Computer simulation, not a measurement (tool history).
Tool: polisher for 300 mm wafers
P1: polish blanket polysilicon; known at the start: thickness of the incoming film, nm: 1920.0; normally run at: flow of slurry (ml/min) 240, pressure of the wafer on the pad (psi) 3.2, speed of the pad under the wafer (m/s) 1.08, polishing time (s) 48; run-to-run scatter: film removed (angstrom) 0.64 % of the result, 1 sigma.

run	day	flow of slurry (ml/min)	pressure of the wafer on the pad (psi)	speed of the pad under the wafer (m/s)	polishing time (s)	wafers polished on this pad	hours since the slurry nozzle was cleaned	hours since the head pressure was calibrated	film removed (angstrom)
1	0.450	240	3.2	1.08	48	724	45.4	310.4	4969.6
2	0.779	240	3.2	1.08	48	792	53.3	318.3	4942.0
3	1.246	240	3.2	0.56	48	888	64.5	329.5	2547.6
4	1.558	240	3.2	1.08	48	953	72.0	337.0	4960.0
5	1.950	240	3.2	1.08	48	1034	81.4	346.4	4899.9
6	2.471	240	3.2	1.70	48	1142	93.9	358.9	7770.4
7	2.992	240	3.2	1.08	48	1249	106.4	371.4	4914.3
8	3.446	240	3.2	1.08	29	1343	117.3	382.3	3013.6
9	3.783	240	5.0	1.08	48	1413	125.4	390.4	7670.3
10	4.067	240	4.5	1.42	48	1471	132.2	397.2	9124.1
11	4.338	240	3.2	1.08	67	1527	138.7	403.7	6951.6
12	4.754	240	1.7	1.08	48	1614	148.7	413.7	2610.1
13	5.067	240	3.2	1.08	48	1678	156.2	421.2	4964.9
14	5.508	350	3.2	1.08	67	1769	166.8	431.8	7173.3

Run 15 comes next. What will it give?
# day 5.779: slurry nozzle cleaned
# day 5.788: head pressure recalibrated
15	5.996	145	3.2	1.08	48	1870	5.3	5.0	?

{"run 15": {"film removed (angstrom)": 4558.0}}

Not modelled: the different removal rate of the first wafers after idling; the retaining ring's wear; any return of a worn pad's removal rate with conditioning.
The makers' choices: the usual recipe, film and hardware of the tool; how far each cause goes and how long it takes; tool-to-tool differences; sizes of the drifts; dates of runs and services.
